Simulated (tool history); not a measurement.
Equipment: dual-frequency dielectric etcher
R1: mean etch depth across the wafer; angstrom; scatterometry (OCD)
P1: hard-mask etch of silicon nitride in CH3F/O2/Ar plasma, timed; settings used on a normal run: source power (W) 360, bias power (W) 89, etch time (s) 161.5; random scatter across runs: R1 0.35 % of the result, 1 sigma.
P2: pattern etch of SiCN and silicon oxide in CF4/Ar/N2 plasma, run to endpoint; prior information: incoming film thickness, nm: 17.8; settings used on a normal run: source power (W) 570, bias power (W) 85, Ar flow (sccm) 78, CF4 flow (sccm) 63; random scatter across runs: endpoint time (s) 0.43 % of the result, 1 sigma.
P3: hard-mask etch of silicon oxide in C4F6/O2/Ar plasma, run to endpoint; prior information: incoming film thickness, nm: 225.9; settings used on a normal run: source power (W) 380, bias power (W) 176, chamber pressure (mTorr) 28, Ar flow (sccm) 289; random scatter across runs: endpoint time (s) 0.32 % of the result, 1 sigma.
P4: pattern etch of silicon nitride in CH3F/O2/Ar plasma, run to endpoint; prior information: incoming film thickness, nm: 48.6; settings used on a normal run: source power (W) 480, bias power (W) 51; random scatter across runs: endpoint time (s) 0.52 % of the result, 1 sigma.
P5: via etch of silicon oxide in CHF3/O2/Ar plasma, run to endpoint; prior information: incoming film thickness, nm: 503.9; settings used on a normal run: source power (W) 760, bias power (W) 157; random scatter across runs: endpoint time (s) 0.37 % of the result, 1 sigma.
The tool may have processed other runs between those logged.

{"run": 1, "hour": 8.4, "process that ran": "P1", "source power (W)": 360, "bias power (W)": 89, "etch time (s)": 161.5, "R1": 1195.4}
{"run": 2, "hour": 21.3, "process that ran": "P1", "source power (W)": 360, "bias power (W)": 89, "etch time (s)": 161.5, "R1": 1192.8}
{"run": 3, "hour": 35.6, "process that ran": "P3", "source power (W)": 380, "bias power (W)": 176, "chamber pressure (mTorr)": 28, "Ar flow (sccm)": 289, "endpoint time (s)": 73.315}
{"run": 4, "hour": 52.5, "process that ran": "P2", "source power (W)": 570, "bias power (W)": 54, "Ar flow (sccm)": 78, "CF4 flow (sccm)": 63, "endpoint time (s)": 18.709}
{"run": 5, "hour": 64.8, "process that ran": "P4", "source power (W)": 480, "bias power (W)": 51, "endpoint time (s)": 73.474}
{"run": 6, "hour": 80.6, "process that ran": "P1", "source power (W)": 280, "bias power (W)": 89, "etch time (s)": 224.5, "R1": 1506.6}
{"run": 7, "hour": 92.3, "process that ran": "P3", "source power (W)": 380, "bias power (W)": 176, "chamber pressure (mTorr)": 36, "Ar flow (sccm)": 289, "endpoint time (s)": 75.399}
{"run": 8, "hour": 110.7, "process that ran": "P4", "source power (W)": 480, "bias power (W)": 73, "endpoint time (s)": 65.365}
{"run": 9, "hour": 122.9, "process that ran": "P5", "source power (W)": 490, "bias power (W)": 157, "endpoint time (s)": 303.28}
{"run": 10, "hour": 137.1, "process that ran": "P5", "source power (W)": 760, "bias power (W)": 157, "endpoint time (s)": 255.67}
{"run": 11, "hour": 145.7, "process that ran": "P1", "source power (W)": 360, "bias power (W)": 115, "etch time (s)": 161.5, "R1": 1306.8}
{"run": 12, "hour": 162.4, "process that ran": "P3", "source power (W)": 470, "bias power (W)": 176, "chamber pressure (mTorr)": 28, "Ar flow (sccm)": 289, "endpoint time (s)": 67.221}
{"run": 13, "hour": 171.7, "process that ran": "P3", "source power (W)": 380, "bias power (W)": 176, "chamber pressure (mTorr)": 28, "Ar flow (sccm)": 289, "endpoint time (s)": 73.494}
{"run": 14, "hour": 190.0, "process that ran": "P1", "source power (W)": 360, "bias power (W)": 89, "etch time (s)": 112.5, "R1": 832.9}
{"run": 15, "hour": 202.5, "process that ran": "P1", "source power (W)": 500, "bias power (W)": 89, "etch time (s)": 161.5, "R1": 1363.6}
{"run": 16, "hour": 220.3, "process that ran": "P1", "source power (W)": 360, "bias power (W)": 89, "etch time (s)": 161.5, "R1": 1196.6}
{"run": 17, "hour": 228.8, "process that ran": "P2", "source power (W)": 430, "bias power (W)": 85, "Ar flow (sccm)": 78, "CF4 flow (sccm)": 63, "endpoint time (s)": 20.566}
{"run": 18, "hour": 241.9, "process that ran": "P1", "source power (W)": 360, "bias power (W)": 124, "etch time (s)": 239, "R1": 2006.6}
{"run": 19, "hour": 260.6, "process that ran": "P1", "source power (W)": 240, "bias power (W)": 89, "etch time (s)": 161.5, "R1": 1029.3}
{"run": 20, "hour": 275.5, "process that ran": "P2", "source power (W)": 570, "bias power (W)": 85, "Ar flow (sccm)": 78, "CF4 flow (sccm)": 63, "endpoint time (s)": 16.048}
{"run": 21, "hour": 289.4, "process that ran": "P5", "source power (W)": 760, "bias power (W)": 103, "endpoint time (s)": 290.08}
{"hour": 295.8, "done": "source power generator calibrated"}
{"run": 22, "hour": 304.9, "process that ran": "P3", "source power (W)": 380, "bias power (W)": 176, "chamber pressure (mTorr)": 28, "Ar flow (sccm)": 199, "endpoint time (s)": 70.351}
{"run": 23, "hour": 317.7, "process that ran": "P1", "source power (W)": 360, "bias power (W)": 53, "etch time (s)": 161.5, "R1": 999.73}
{"run": 24, "hour": 326.0, "process that ran": "P4", "source power (W)": 570, "bias power (W)": 51, "endpoint time (s)": 67.706}
{"run": 25, "hour": 338.5, "process that ran": "P1", "source power (W)": 500, "bias power (W)": 89, "etch time (s)": 229.5, "R1": 1925.6}
{"run": 26, "hour": 352.8, "process that ran": "P1", "source power (W)": 360, "bias power (W)": 89, "etch time (s)": 161.5, "R1": 1200}
{"run": 27, "hour": 363.3, "process that ran": "P1", "source power (W)": 360, "bias power (W)": 89, "etch time (s)": 161.5, "R1": 1199}
{"run": 28, "hour": 378.3, "process that ran": "P1", "source power (W)": 360, "bias power (W)": 89, "etch time (s)": 237, "R1": 1753.3}
{"run": 29, "hour": 396.4, "process that ran": "P3", "source power (W)": 380, "bias power (W)": 142, "chamber pressure (mTorr)": 28, "Ar flow (sccm)": 289, "endpoint time (s)": 78.165}
{"run": 30, "hour": 413.1, "process that ran": "P2", "source power (W)": 570, "bias power (W)": 85, "Ar flow (sccm)": 78, "CF4 flow (sccm)": 85, "endpoint time (s)": 15.336}
{"run": 31, "hour": 421.9, "process that ran": "P2", "source power (W)": 570, "bias power (W)": 85, "Ar flow (sccm)": 78, "CF4 flow (sccm)": 63, "endpoint time (s)": 15.95}
{"run": 32, "hour": 438.1, "process that ran": "P2", "source power (W)": 570, "bias power (W)": 85, "Ar flow (sccm)": 49, "CF4 flow (sccm)": 63, "endpoint time (s)": 15.17}
{"run": 33, "hour": 446.7, "process that ran": "P1", "source power (W)": 360, "bias power (W)": 89, "etch time (s)": 161.5, "R1": 1194.3}
{"run": 34, "hour": 464.5, "process that ran": "P1", "source power (W)": 360, "bias power (W)": 89, "etch time (s)": 161.5, "R1": 1180.5}
{"run": 35, "hour": 472.8, "process that ran": "P1", "source power (W)": 360, "bias power (W)": 89, "etch time (s)": 161.5, "R1": 1186.3}
{"run": 36, "hour": 486.3, "process that ran": "P1", "source power (W)": 360, "bias power (W)": 89, "etch time (s)": 161.5, "R1": 1171.8}
{"run": 37, "hour": 499.4, "process that ran": "P1", "source power (W)": 360, "bias power (W)": 89, "etch time (s)": 161.5, "R1": 1176.5}
{"hour": 505.2, "done": "wet clean of the chamber"}
{"run": 38, "hour": 511.7, "process that ran": "P1", "source power (W)": 360, "bias power (W)": 89, "etch time (s)": 161.5, "R1": 1173.8}
{"run": 39, "hour": 524.5, "process that ran": "P1", "source power (W)": 360, "bias power (W)": 89, "etch time (s)": 161.5, "R1": 1168.1}
{"run": 40, "hour": 534.8, "process that ran": "P1", "source power (W)": 360, "bias power (W)": 89, "etch time (s)": 161.5, "R1": 1179.7}
{"run": 41, "hour": 551.6, "process that ran": "P1", "source power (W)": 360, "bias power (W)": 89, "etch time (s)": 161.5, "R1": 1182}

Something has made what P1 gives creep away from where it was; the 2 causes below, each at its own stated size, fit the log equally well:
A: bias power that arrives under what is set, % = 4.9
B: source power that arrives under what is set, % = 4.73
The gradual shift began around hour 446.7.
What rules out each remaining cause:
chamber walls in a state that lowers the etch rate, %: was serviced at hour 505.2, once the creep was under way, yet the earlier output never came back

Consider the 4 check runs below, whose results appear as question marks and each of which averages 2 wafers. Which one distinguishes the causes, in that each cause would give it a clearly different result?
{"run": "check 1", "hour": 568.4, "process that ran": "P4", "source power (W)": 480, "bias power (W)": 51, "endpoint time (s)": "?"}
{"run": "check 2", "hour": 568.4, "process that ran": "P3", "source power (W)": 380, "bias power (W)": 176, "chamber pressure (mTorr)": 28, "Ar flow (sccm)": 289, "endpoint time (s)": "?"}
{"run": "check 3", "hour": 568.4, "process that ran": "P5", "source power (W)": 760, "bias power (W)": 157, "endpoint time (s)": "?"}
{"run": "check 4", "hour": 568.4, "process that ran": "P2", "source power (W)": 570, "bias power (W)": 85, "Ar flow (sccm)": 78, "CF4 flow (sccm)": 63, "endpoint time (s)": "?"}

If the cause were each of the candidates in turn, the checks would give the following:
check=check_1 result=endpoint_time_(s) if_A=74.401 if_B=74.662
check=check_2 result=endpoint_time_(s) if_A=74.435 if_B=74.667
check=check_3 result=endpoint_time_(s) if_A=259.97 if_B=260.68
check=check_4 result=endpoint_time_(s) if_A=16.294 if_B=16.723
Distance between the nearest two causes, measured in the result of the check that separates them most: check 1 0.35 %; check 2 0.31 %; check 3 0.27 %; check 4 2.6 %
Check 4 is the one run that separates the causes; every other check would come out nearly the same whichever cause is at work.

Check 4 was then run and gave: endpoint time (s) 16.723. Which cause is it?

Of the candidate causes, it is B: source power that arrives under what is set, %.
